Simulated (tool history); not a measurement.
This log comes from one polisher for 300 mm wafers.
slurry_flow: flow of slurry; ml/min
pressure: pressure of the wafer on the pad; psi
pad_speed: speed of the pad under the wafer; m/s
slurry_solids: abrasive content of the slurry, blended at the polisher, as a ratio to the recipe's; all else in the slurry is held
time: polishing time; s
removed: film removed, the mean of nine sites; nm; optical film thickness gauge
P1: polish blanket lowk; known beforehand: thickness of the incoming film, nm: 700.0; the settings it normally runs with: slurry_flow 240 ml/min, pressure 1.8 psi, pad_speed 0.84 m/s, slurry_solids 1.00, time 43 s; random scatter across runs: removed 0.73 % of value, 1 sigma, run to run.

run 1 hour=8.0 | slurry_flow=240 pressure=1.8 pad_speed=0.84 slurry_solids=1.00 time=43 | removed=12.7900
run 2 hour=20.6 | slurry_flow=180 pressure=1.8 pad_speed=0.84 slurry_solids=1.45 time=43 | removed=14.2790
run 3 hour=37.3 | slurry_flow=240 pressure=1.8 pad_speed=1.18 slurry_solids=1.00 time=59 | removed=23.0950
run 4 hour=46.0 | slurry_flow=240 pressure=0.8 pad_speed=0.84 slurry_solids=1.00 time=43 | removed=5.6642
run 5 hour=58.0 | slurry_flow=240 pressure=2.3 pad_speed=0.48 slurry_solids=1.00 time=43 | removed=10.4880
run 6 hour=73.6 | slurry_flow=240 pressure=1.8 pad_speed=0.58 slurry_solids=1.00 time=43 | removed=9.5439
run 7 hour=81.3 | slurry_flow=240 pressure=1.8 pad_speed=0.84 slurry_solids=1.00 time=68 | removed=20.4010
run 8 hour=95.2 | slurry_flow=365 pressure=1.8 pad_speed=0.84 slurry_solids=1.00 time=43 | removed=13.3620
run 9 hour=109.0 | slurry_flow=240 pressure=1.8 pad_speed=1.32 slurry_solids=1.00 time=43 | removed=18.3060
run 10 hour=122.8 | slurry_flow=240 pressure=1.8 pad_speed=0.84 slurry_solids=1.00 time=26 | removed=7.8156
run 11 hour=138.8 | slurry_flow=240 pressure=1.8 pad_speed=0.84 slurry_solids=1.00 time=43 | removed=12.6900
run 12 hour=151.1 | slurry_flow=240 pressure=2.3 pad_speed=0.84 slurry_solids=1.00 time=43 | removed=16.4050
run 13 hour=167.4 | slurry_flow=240 pressure=1.8 pad_speed=0.84 slurry_solids=1.00 time=43 | removed=12.9710
run 14 hour=180.4 | slurry_flow=240 pressure=1.8 pad_speed=0.84 slurry_solids=1.20 time=43 | removed=14.1530
run 15 hour=188.5 | slurry_flow=240 pressure=1.8 pad_speed=0.84 slurry_solids=1.00 time=43 | removed=12.7260
run 16 hour=201.6 | slurry_flow=145 pressure=1.8 pad_speed=0.84 slurry_solids=1.00 time=43 | removed=11.9010
run 17 hour=211.6 | slurry_flow=240 pressure=1.8 pad_speed=0.84 slurry_solids=0.50 time=43 | removed=8.8394
run 18 hour=223.3 | slurry_flow=240 pressure=1.8 pad_speed=0.84 slurry_solids=1.00 time=43 | removed=13.0500
run 19 hour=240.9 | slurry_flow=240 pressure=1.8 pad_speed=0.84 slurry_solids=1.00 time=43 | removed=12.3550
run 20 hour=258.4 | slurry_flow=240 pressure=1.8 pad_speed=0.84 slurry_solids=1.00 time=43 | removed=12.0520
-- hour=274.9 slurry nozzle cleaned
run 21 hour=275.1 | slurry_flow=240 pressure=1.8 pad_speed=0.84 slurry_solids=1.00 time=43 | removed=11.7930
run 22 hour=284.8 | slurry_flow=240 pressure=1.8 pad_speed=0.84 slurry_solids=1.00 time=43 | removed=11.7760
run 23 hour=302.5 | slurry_flow=240 pressure=1.8 pad_speed=0.84 slurry_solids=1.00 time=43 | removed=11.7460
run 24 hour=311.1 | slurry_flow=240 pressure=1.8 pad_speed=0.84 slurry_solids=1.00 time=43 | removed=11.6900
-- hour=311.5 worn pad replaced by a new one
run 25 hour=321.8 | slurry_flow=240 pressure=1.8 pad_speed=0.84 slurry_solids=1.00 time=43 | removed=11.5830
-- hour=324.3 conditioning disc replaced and pad reconditioned
run 26 hour=330.3 | slurry_flow=240 pressure=1.8 pad_speed=0.84 slurry_solids=1.00 time=43 | removed=11.5370
run 27 hour=343.0 | slurry_flow=240 pressure=1.8 pad_speed=0.84 slurry_solids=1.00 time=43 | removed=11.6040
run 28 hour=360.4 | slurry_flow=240 pressure=1.8 pad_speed=0.84 slurry_solids=1.00 time=43 | removed=11.5210

What P1 gives has crept away from where it was. These 2 causes fit the log equally well, each at the size given:
A: head's pressure below its setpoint, % = 9.66
B: abrasive missing from the slurry, % = 19
The gradual shift began around hour 223.3.
Every other cause this tool's parts could produce, and why it does not fit the log:
removal rate lost through wear of the pad, %: serviced at hour 311.5, after the drift had started, without restoring the earlier output
slurry flow missing at the pad, %: serviced at hour 274.9, after the drift had started, without restoring the earlier output
time polished since the conditioner stopped cutting, s: serviced at hour 324.3, after the drift had started, without restoring the earlier output

The list below offers 4 check runs, each averaging the results of 5 wafers, and shows each result as a question mark. For which of them would the listed causes give clearly different results?
run check 1 hour=377.8 | slurry_flow=240 pressure=1.3 pad_speed=0.84 slurry_solids=0.60 time=43 | removed=?
run check 2 hour=377.8 | slurry_flow=350 pressure=0.9 pad_speed=0.84 slurry_solids=1.00 time=43 | removed=?
run check 3 hour=377.8 | slurry_flow=240 pressure=1.8 pad_speed=1.32 slurry_solids=1.00 time=43 | removed=?
run check 4 hour=377.8 | slurry_flow=145 pressure=1.8 pad_speed=0.84 slurry_solids=1.00 time=65 | removed=?

If the cause were each of the candidates in turn, the checks would give the following:
check=check_1 result=removed if_A=6.4301 if_B=6.2635
check=check_2 result=removed if_A=6.0065 if_B=6.0082
check=check_3 result=removed if_A=16.6550 if_B=16.6590
check=check_4 result=removed if_A=16.3340 if_B=16.3380
How far apart the two closest causes lie, in the result that separates them most: check 1 2.63 %; check 2 0.03 %; check 3 0.03 %; check 4 0.03 %
Check 1 distinguishes between the causes, while the remaining checks would return nearly the same result for all of them.

The results of check 1 are: removed 6.2654 nm. Based on these, which of the listed causes is it?

The correct cause is B, namely: abrasive missing from the slurry, %.
